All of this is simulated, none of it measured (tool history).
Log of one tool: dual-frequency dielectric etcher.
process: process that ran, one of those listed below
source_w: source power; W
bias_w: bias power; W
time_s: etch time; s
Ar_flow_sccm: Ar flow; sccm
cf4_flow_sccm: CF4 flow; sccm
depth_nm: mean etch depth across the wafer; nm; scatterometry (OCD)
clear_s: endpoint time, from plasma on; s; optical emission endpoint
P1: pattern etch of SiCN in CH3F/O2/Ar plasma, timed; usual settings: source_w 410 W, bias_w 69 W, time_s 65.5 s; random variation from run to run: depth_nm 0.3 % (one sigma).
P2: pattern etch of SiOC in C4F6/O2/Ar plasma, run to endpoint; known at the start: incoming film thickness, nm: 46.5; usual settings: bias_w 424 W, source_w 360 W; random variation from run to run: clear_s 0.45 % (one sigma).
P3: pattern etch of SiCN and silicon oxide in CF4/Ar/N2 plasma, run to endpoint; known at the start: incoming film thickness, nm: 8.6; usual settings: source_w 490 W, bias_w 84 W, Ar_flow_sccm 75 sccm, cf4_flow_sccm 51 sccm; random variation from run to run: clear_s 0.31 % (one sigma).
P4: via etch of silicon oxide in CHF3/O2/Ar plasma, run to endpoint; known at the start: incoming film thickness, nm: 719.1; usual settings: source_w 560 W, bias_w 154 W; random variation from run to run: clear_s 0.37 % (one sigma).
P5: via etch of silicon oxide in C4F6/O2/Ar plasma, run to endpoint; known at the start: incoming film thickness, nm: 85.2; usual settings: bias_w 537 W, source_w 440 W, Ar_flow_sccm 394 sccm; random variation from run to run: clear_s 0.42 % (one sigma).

{"run": 1, "hour": 8.0, "process": "P1", "source_w": 410, "bias_w": 69, "time_s": 65.5, "depth_nm": 24.458}
{"run": 2, "hour": 22.4, "process": "P3", "source_w": 490, "bias_w": 100, "Ar_flow_sccm": 75, "cf4_flow_sccm": 51, "clear_s": 8.4915}
{"run": 3, "hour": 36.4, "process": "P1", "source_w": 410, "bias_w": 85, "time_s": 65.5, "depth_nm": 26.419}
{"run": 4, "hour": 52.4, "process": "P5", "source_w": 440, "bias_w": 537, "Ar_flow_sccm": 394, "clear_s": 18.446}
{"run": 5, "hour": 63.9, "process": "P4", "source_w": 560, "bias_w": 154, "clear_s": 382.38}
{"run": 6, "hour": 77.3, "process": "P3", "source_w": 490, "bias_w": 84, "Ar_flow_sccm": 75, "cf4_flow_sccm": 51, "clear_s": 8.9687}
{"run": 7, "hour": 91.4, "process": "P1", "source_w": 410, "bias_w": 69, "time_s": 65.5, "depth_nm": 24.591}
{"hour": 95.8, "done": "source power generator calibrated"}
{"run": 8, "hour": 107.3, "process": "P3", "source_w": 490, "bias_w": 84, "Ar_flow_sccm": 75, "cf4_flow_sccm": 66, "clear_s": 8.731}
{"run": 9, "hour": 123.7, "process": "P2", "source_w": 360, "bias_w": 424, "clear_s": 17.078}
{"run": 10, "hour": 131.1, "process": "P5", "source_w": 440, "bias_w": 537, "Ar_flow_sccm": 254, "clear_s": 17.581}
{"run": 11, "hour": 145.3, "process": "P3", "source_w": 670, "bias_w": 84, "Ar_flow_sccm": 75, "cf4_flow_sccm": 51, "clear_s": 6.8288}
{"run": 12, "hour": 157.2, "process": "P1", "source_w": 280, "bias_w": 69, "time_s": 53.0, "depth_nm": 17.206}
{"run": 13, "hour": 172.2, "process": "P1", "source_w": 410, "bias_w": 69, "time_s": 95.5, "depth_nm": 35.959}
{"run": 14, "hour": 188.2, "process": "P3", "source_w": 490, "bias_w": 84, "Ar_flow_sccm": 96, "cf4_flow_sccm": 51, "clear_s": 9.3118}
{"run": 15, "hour": 200.9, "process": "P2", "source_w": 360, "bias_w": 424, "clear_s": 16.889}
{"run": 16, "hour": 215.2, "process": "P1", "source_w": 500, "bias_w": 55, "time_s": 65.5, "depth_nm": 24.523}
{"run": 17, "hour": 222.7, "process": "P1", "source_w": 560, "bias_w": 69, "time_s": 65.5, "depth_nm": 27.752}
{"run": 18, "hour": 234.5, "process": "P5", "source_w": 440, "bias_w": 367, "Ar_flow_sccm": 394, "clear_s": 21.222}
{"run": 19, "hour": 246.0, "process": "P2", "source_w": 360, "bias_w": 509, "clear_s": 15.976}
{"run": 20, "hour": 259.2, "process": "P1", "source_w": 410, "bias_w": 69, "time_s": 65.5, "depth_nm": 24.549}
{"run": 21, "hour": 268.6, "process": "P5", "source_w": 440, "bias_w": 537, "Ar_flow_sccm": 394, "clear_s": 18.421}
{"run": 22, "hour": 285.6, "process": "P1", "source_w": 410, "bias_w": 69, "time_s": 48.0, "depth_nm": 17.967}
{"hour": 288.9, "done": "bias power generator calibrated"}
{"run": 23, "hour": 299.3, "process": "P2", "source_w": 440, "bias_w": 424, "clear_s": 15.722}
{"run": 24, "hour": 311.4, "process": "P4", "source_w": 560, "bias_w": 206, "clear_s": 343.75}
{"run": 25, "hour": 326.2, "process": "P1", "source_w": 410, "bias_w": 69, "time_s": 65.5, "depth_nm": 24.543}
{"run": 26, "hour": 336.8, "process": "P4", "source_w": 680, "bias_w": 154, "clear_s": 355.3}
{"run": 27, "hour": 350.8, "process": "P5", "source_w": 280, "bias_w": 537, "Ar_flow_sccm": 394, "clear_s": 21.849}
{"run": 28, "hour": 366.9, "process": "P1", "source_w": 410, "bias_w": 43, "time_s": 65.5, "depth_nm": 20.97}
{"run": 29, "hour": 383.6, "process": "P1", "source_w": 410, "bias_w": 69, "time_s": 65.5, "depth_nm": 24.605}
{"run": 30, "hour": 397.9, "process": "P1", "source_w": 280, "bias_w": 69, "time_s": 65.5, "depth_nm": 21.247}
{"run": 31, "hour": 414.3, "process": "P1", "source_w": 410, "bias_w": 69, "time_s": 65.5, "depth_nm": 24.591}
{"run": 32, "hour": 424.2, "process": "P1", "source_w": 410, "bias_w": 69, "time_s": 65.5, "depth_nm": 24.692}
{"run": 33, "hour": 433.7, "process": "P1", "source_w": 410, "bias_w": 69, "time_s": 65.5, "depth_nm": 24.745}
{"run": 34, "hour": 448.7, "process": "P1", "source_w": 410, "bias_w": 69, "time_s": 65.5, "depth_nm": 24.828}
{"run": 35, "hour": 464.4, "process": "P1", "source_w": 410, "bias_w": 69, "time_s": 65.5, "depth_nm": 24.865}

Run 36 comes next. What will it give?
{"run": 36, "hour": 479.7, "process": "P1", "source_w": 410, "bias_w": 69, "time_s": 65.5, "depth_nm": "?"}

{"run 36": {"depth_nm": 24.75}}

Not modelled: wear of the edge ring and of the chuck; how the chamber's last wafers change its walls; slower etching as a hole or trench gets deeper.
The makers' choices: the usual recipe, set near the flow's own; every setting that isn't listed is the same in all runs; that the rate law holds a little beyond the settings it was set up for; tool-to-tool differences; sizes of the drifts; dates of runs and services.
